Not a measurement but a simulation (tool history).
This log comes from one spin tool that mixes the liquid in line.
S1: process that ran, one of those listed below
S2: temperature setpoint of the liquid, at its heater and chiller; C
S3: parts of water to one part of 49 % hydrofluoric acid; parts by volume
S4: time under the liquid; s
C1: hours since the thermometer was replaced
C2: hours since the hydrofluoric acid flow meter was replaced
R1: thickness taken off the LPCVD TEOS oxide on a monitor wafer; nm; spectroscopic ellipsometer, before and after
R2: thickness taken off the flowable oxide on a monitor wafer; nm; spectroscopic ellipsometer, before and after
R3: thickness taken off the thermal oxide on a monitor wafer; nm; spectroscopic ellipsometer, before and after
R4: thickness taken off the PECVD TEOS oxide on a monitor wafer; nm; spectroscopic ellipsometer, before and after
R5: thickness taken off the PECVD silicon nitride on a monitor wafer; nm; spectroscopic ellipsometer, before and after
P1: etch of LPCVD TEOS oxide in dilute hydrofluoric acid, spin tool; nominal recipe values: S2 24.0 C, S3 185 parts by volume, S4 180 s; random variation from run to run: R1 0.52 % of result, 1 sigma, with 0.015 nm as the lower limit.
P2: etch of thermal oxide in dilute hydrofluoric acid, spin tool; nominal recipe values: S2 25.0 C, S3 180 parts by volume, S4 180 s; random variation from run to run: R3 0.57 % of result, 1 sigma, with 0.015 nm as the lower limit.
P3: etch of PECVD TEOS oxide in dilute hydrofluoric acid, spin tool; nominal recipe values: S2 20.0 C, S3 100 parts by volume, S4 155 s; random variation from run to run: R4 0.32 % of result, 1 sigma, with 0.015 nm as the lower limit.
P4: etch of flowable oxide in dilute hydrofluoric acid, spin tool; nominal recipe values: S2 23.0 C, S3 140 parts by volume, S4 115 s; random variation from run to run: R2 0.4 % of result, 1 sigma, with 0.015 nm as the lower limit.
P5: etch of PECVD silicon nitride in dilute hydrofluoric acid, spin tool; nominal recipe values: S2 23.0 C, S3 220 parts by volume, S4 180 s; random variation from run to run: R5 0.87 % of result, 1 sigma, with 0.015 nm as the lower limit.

{"run": 1, "hour": 5.9, "S1": "P1", "S2": 24.0, "S3": 185, "S4": 180, "C1": 791.5, "C2": 1066.8, "R1": 30.776}
{"run": 2, "hour": 12.3, "S1": "P1", "S2": 18.0, "S3": 185, "S4": 180, "C1": 797.9, "C2": 1073.2, "R1": 24.04}
{"run": 3, "hour": 16.4, "S1": "P4", "S2": 23.0, "S3": 140, "S4": 115, "C1": 802.0, "C2": 1077.3, "R2": 23.215}
{"run": 4, "hour": 23.0, "S1": "P1", "S2": 24.0, "S3": 185, "S4": 180, "C1": 808.6, "C2": 1083.9, "R1": 30.406}
{"run": 5, "hour": 27.5, "S1": "P1", "S2": 24.0, "S3": 185, "S4": 180, "C1": 813.1, "C2": 1088.4, "R1": 30.345}
{"run": 6, "hour": 34.5, "S1": "P1", "S2": 29.0, "S3": 185, "S4": 65, "C1": 820.1, "C2": 1095.4, "R1": 13.281}
{"run": 7, "hour": 39.6, "S1": "P1", "S2": 17.0, "S3": 50, "S4": 180, "C1": 825.2, "C2": 1100.5, "R1": 99.061}
{"run": 8, "hour": 46.4, "S1": "P1", "S2": 24.0, "S3": 185, "S4": 180, "C1": 832.0, "C2": 1107.3, "R1": 30.354}
{"run": 9, "hour": 53.3, "S1": "P1", "S2": 24.0, "S3": 185, "S4": 90, "C1": 838.9, "C2": 1114.2, "R1": 15.342}
{"run": 10, "hour": 58.4, "S1": "P1", "S2": 30.5, "S3": 185, "S4": 180, "C1": 844.0, "C2": 1119.3, "R1": 38.591}
{"run": 11, "hour": 61.9, "S1": "P1", "S2": 24.0, "S3": 185, "S4": 180, "C1": 847.5, "C2": 1122.8, "R1": 30.83}
{"run": 12, "hour": 66.5, "S1": "P2", "S2": 25.0, "S3": 95, "S4": 180, "C1": 852.1, "C2": 1127.4, "R3": 9.3522}
{"run": 13, "hour": 70.2, "S1": "P3", "S2": 20.0, "S3": 100, "S4": 70, "C1": 855.8, "C2": 1131.1, "R4": 16.774}
{"run": 14, "hour": 76.3, "S1": "P4", "S2": 23.0, "S3": 140, "S4": 115, "C1": 861.9, "C2": 1137.2, "R2": 23.297}
{"run": 15, "hour": 81.2, "S1": "P5", "S2": 23.0, "S3": 45, "S4": 180, "C1": 866.8, "C2": 1142.1, "R5": 14.728}
{"run": 16, "hour": 88.2, "S1": "P2", "S2": 25.0, "S3": 180, "S4": 180, "C1": 873.8, "C2": 1149.1, "R3": 4.4623}
{"run": 17, "hour": 93.5, "S1": "P5", "S2": 17.0, "S3": 220, "S4": 180, "C1": 879.1, "C2": 1154.4, "R5": 2.0804}
{"run": 18, "hour": 99.8, "S1": "P1", "S2": 24.0, "S3": 185, "S4": 325, "C1": 885.4, "C2": 1160.7, "R1": 55.344}
{"run": 19, "hour": 105.1, "S1": "P1", "S2": 31.5, "S3": 50, "S4": 180, "C1": 890.7, "C2": 1166.0, "R1": 177.95}
{"run": 20, "hour": 111.7, "S1": "P3", "S2": 17.0, "S3": 100, "S4": 155, "C1": 897.3, "C2": 1172.6, "R4": 33.023}
{"run": 21, "hour": 118.8, "S1": "P3", "S2": 20.0, "S3": 165, "S4": 155, "C1": 904.4, "C2": 1179.7, "R4": 21.159}
{"run": 22, "hour": 123.5, "S1": "P2", "S2": 25.0, "S3": 180, "S4": 15, "C1": 909.1, "C2": 1184.4, "R3": 0.40469}
{"run": 23, "hour": 128.6, "S1": "P3", "S2": 20.0, "S3": 100, "S4": 155, "C1": 914.2, "C2": 1189.5, "R4": 37.458}
{"hour": 131.7, "done": "thermometer replaced"}
{"run": 24, "hour": 132.4, "S1": "P1", "S2": 24.0, "S3": 65, "S4": 180, "C1": 0.8, "C2": 1193.3, "R1": 100.13}
{"run": 25, "hour": 135.9, "S1": "P5", "S2": 23.0, "S3": 220, "S4": 15, "C1": 4.3, "C2": 1196.8, "R5": 0.2248}
{"run": 26, "hour": 139.7, "S1": "P2", "S2": 17.0, "S3": 180, "S4": 180, "C1": 8.1, "C2": 1200.6, "R3": 3.2331}
{"run": 27, "hour": 143.3, "S1": "P4", "S2": 23.0, "S3": 45, "S4": 115, "C1": 11.7, "C2": 1204.2, "R2": 81.335}
{"run": 28, "hour": 148.3, "S1": "P4", "S2": 30.5, "S3": 140, "S4": 115, "C1": 16.7, "C2": 1209.2, "R2": 30.685}
{"run": 29, "hour": 152.9, "S1": "P1", "S2": 24.0, "S3": 185, "S4": 180, "C1": 21.3, "C2": 1213.8, "R1": 30.255}
{"run": 30, "hour": 158.4, "S1": "P5", "S2": 23.0, "S3": 220, "S4": 180, "C1": 26.8, "C2": 1219.3, "R5": 3.1029}
{"run": 31, "hour": 162.7, "S1": "P2", "S2": 25.0, "S3": 180, "S4": 180, "C1": 31.1, "C2": 1223.6, "R3": 4.455}
{"run": 32, "hour": 166.9, "S1": "P1", "S2": 24.0, "S3": 285, "S4": 180, "C1": 35.3, "C2": 1227.8, "R1": 17.995}
{"run": 33, "hour": 171.1, "S1": "P4", "S2": 23.0, "S3": 140, "S4": 20, "C1": 39.5, "C2": 1232.0, "R2": 4.0099}
{"run": 34, "hour": 177.5, "S1": "P1", "S2": 24.0, "S3": 185, "S4": 180, "C1": 45.9, "C2": 1238.4, "R1": 30.24}
{"run": 35, "hour": 182.4, "S1": "P1", "S2": 24.0, "S3": 185, "S4": 180, "C1": 50.8, "C2": 1243.3, "R1": 30.914}
{"run": 36, "hour": 188.1, "S1": "P1", "S2": 24.0, "S3": 185, "S4": 180, "C1": 56.5, "C2": 1249.0, "R1": 31.399}
{"run": 37, "hour": 192.9, "S1": "P1", "S2": 24.0, "S3": 185, "S4": 180, "C1": 61.3, "C2": 1253.8, "R1": 31.415}
{"run": 38, "hour": 198.7, "S1": "P1", "S2": 24.0, "S3": 185, "S4": 180, "C1": 67.1, "C2": 1259.6, "R1": 31.86}
{"run": 39, "hour": 203.4, "S1": "P1", "S2": 24.0, "S3": 185, "S4": 180, "C1": 71.8, "C2": 1264.3, "R1": 31.937}
{"run": 40, "hour": 209.8, "S1": "P1", "S2": 24.0, "S3": 185, "S4": 180, "C1": 78.2, "C2": 1270.7, "R1": 32.368}
{"run": 41, "hour": 216.1, "S1": "P1", "S2": 24.0, "S3": 185, "S4": 180, "C1": 84.5, "C2": 1277.0, "R1": 32.067}
{"run": 42, "hour": 220.9, "S1": "P1", "S2": 24.0, "S3": 185, "S4": 180, "C1": 89.3, "C2": 1281.8, "R1": 32.256}
{"run": 43, "hour": 225.8, "S1": "P1", "S2": 24.0, "S3": 185, "S4": 180, "C1": 94.2, "C2": 1286.7, "R1": 32.063}
{"run": 44, "hour": 230.9, "S1": "P1", "S2": 24.0, "S3": 185, "S4": 180, "C1": 99.3, "C2": 1291.8, "R1": 31.928}
{"run": 45, "hour": 236.6, "S1": "P1", "S2": 24.0, "S3": 185, "S4": 180, "C1": 105.0, "C2": 1297.5, "R1": 32.355}

The log shows P1 creeping away from where it was. Any of the 2 causes listed here, at the size stated for it, fits the log just as well as the others:
A: liquid hotter than its thermometer reads (K) = 1.46
B: hydrofluoric acid flow above the setpoint (%) = 4.61
Onset of the creep was near hour 177.5.

The 4 check runs listed below each average the results of 2 wafers, and their outcomes are marked with question marks. Under which run would the listed causes produce clearly different results?
{"run": "check 1", "hour": 242.3, "S1": "P2", "S2": 20.0, "S3": 180, "S4": 35, "R3": "?"}
{"run": "check 2", "hour": 242.3, "S1": "P4", "S2": 26.5, "S3": 140, "S4": 115, "R2": "?"}
{"run": "check 3", "hour": 242.3, "S1": "P3", "S2": 20.0, "S3": 165, "S4": 155, "R4": "?"}
{"run": "check 4", "hour": 242.3, "S1": "P5", "S2": 23.0, "S3": 45, "S4": 80, "R5": "?"}

Expected result of each check under each candidate cause:
check=check_1 result=R3 if_A=0.75630 if_B=0.75361
check=check_2 result=R2 if_A=28.0630 if_B=28.0140
check=check_3 result=R4 if_A=22.361 if_B=22.258
check=check_4 result=R5 if_A=7.2035 if_B=6.8177
Per-check spread between the two closest causes, in the result where they differ most: check 1 0.36 %; check 2 0.17 %; check 3 0.46 %; check 4 5.5 %
Only in check 4 would the causes give clearly different results; in the remaining checks their results would be nearly the same.

After running check 4, the following was obtained: R5 7.1853 nm. Which cause does this point to?

It was cause A: liquid hotter than its thermometer reads (K).
